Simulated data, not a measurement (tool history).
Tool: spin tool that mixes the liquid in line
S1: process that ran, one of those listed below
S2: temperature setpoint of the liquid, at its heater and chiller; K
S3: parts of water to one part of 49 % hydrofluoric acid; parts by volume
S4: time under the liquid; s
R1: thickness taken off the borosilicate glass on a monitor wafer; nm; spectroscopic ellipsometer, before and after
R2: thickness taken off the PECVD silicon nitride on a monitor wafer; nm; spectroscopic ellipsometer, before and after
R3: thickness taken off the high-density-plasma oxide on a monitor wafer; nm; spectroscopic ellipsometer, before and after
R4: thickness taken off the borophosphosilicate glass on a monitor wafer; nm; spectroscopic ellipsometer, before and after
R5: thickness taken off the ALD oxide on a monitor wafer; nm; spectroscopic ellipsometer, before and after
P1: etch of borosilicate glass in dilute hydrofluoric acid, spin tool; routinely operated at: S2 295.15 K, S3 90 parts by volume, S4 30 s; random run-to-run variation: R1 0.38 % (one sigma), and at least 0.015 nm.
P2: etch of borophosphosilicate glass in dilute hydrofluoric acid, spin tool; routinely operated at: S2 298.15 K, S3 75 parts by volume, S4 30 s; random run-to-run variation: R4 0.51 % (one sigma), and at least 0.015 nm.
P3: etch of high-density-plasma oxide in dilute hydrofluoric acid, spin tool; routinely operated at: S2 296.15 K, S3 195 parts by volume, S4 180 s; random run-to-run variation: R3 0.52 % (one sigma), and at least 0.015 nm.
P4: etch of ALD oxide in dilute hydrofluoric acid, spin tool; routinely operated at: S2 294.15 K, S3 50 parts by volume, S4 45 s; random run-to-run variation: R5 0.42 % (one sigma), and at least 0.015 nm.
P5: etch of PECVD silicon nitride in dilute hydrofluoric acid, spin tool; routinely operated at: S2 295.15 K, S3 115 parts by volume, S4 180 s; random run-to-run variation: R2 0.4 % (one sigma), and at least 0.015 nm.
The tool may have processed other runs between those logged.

run 1 hour=6.4 | S1=P1 S2=295.15 S3=90 S4=30 | R1=7.5257
run 2 hour=14.5 | S1=P5 S2=290.15 S3=115 S4=180 | R2=4.4217
run 3 hour=20.2 | S1=P1 S2=290.15 S3=90 S4=15 | R1=3.0692
run 4 hour=30.7 | S1=P1 S2=290.15 S3=90 S4=30 | R1=6.1351
run 5 hour=39.7 | S1=P3 S2=296.15 S3=195 S4=340 | R3=10.2500
run 6 hour=47.9 | S1=P5 S2=295.15 S3=165 S4=180 | R2=4.3332
run 7 hour=54.9 | S1=P1 S2=295.15 S3=90 S4=50 | R1=12.6580
run 8 hour=66.3 | S1=P3 S2=296.15 S3=115 S4=180 | R3=10.2270
run 9 hour=72.5 | S1=P1 S2=295.15 S3=135 S4=15 | R1=2.3842
run 10 hour=84.5 | S1=P2 S2=298.15 S3=75 S4=30 | R4=26.624
run 11 hour=93.5 | S1=P1 S2=295.15 S3=90 S4=30 | R1=7.5525
run 12 hour=103.9 | S1=P1 S2=295.15 S3=35 S4=30 | R1=20.8230
run 13 hour=115.1 | S1=P2 S2=298.15 S3=75 S4=60 | R4=53.240
run 14 hour=122.3 | S1=P2 S2=298.15 S3=75 S4=30 | R4=26.859
run 15 hour=129.4 | S1=P4 S2=294.15 S3=85 S4=45 | R5=7.4961
run 16 hour=135.7 | S1=P3 S2=290.15 S3=195 S4=180 | R3=4.3723
run 17 hour=143.4 | S1=P1 S2=295.15 S3=160 S4=30 | R1=3.9448
run 18 hour=154.8 | S1=P5 S2=295.15 S3=115 S4=180 | R2=6.1985
run 19 hour=162.2 | S1=P2 S2=304.15 S3=75 S4=30 | R4=33.557
run 20 hour=168.2 | S1=P4 S2=294.15 S3=50 S4=15 | R5=4.3795
run 21 hour=179.9 | S1=P1 S2=295.15 S3=90 S4=30 | R1=7.5298
run 22 hour=185.8 | S1=P1 S2=295.15 S3=90 S4=30 | R1=7.5848
run 23 hour=196.5 | S1=P1 S2=295.15 S3=90 S4=30 | R1=7.5354
run 24 hour=203.7 | S1=P1 S2=295.15 S3=90 S4=15 | R1=3.7659

For run 25, what comes out?
run 25 hour=215.7 | S1=P5 S2=295.15 S3=115 S4=40 | R2=?

R2: 1.3714 nm

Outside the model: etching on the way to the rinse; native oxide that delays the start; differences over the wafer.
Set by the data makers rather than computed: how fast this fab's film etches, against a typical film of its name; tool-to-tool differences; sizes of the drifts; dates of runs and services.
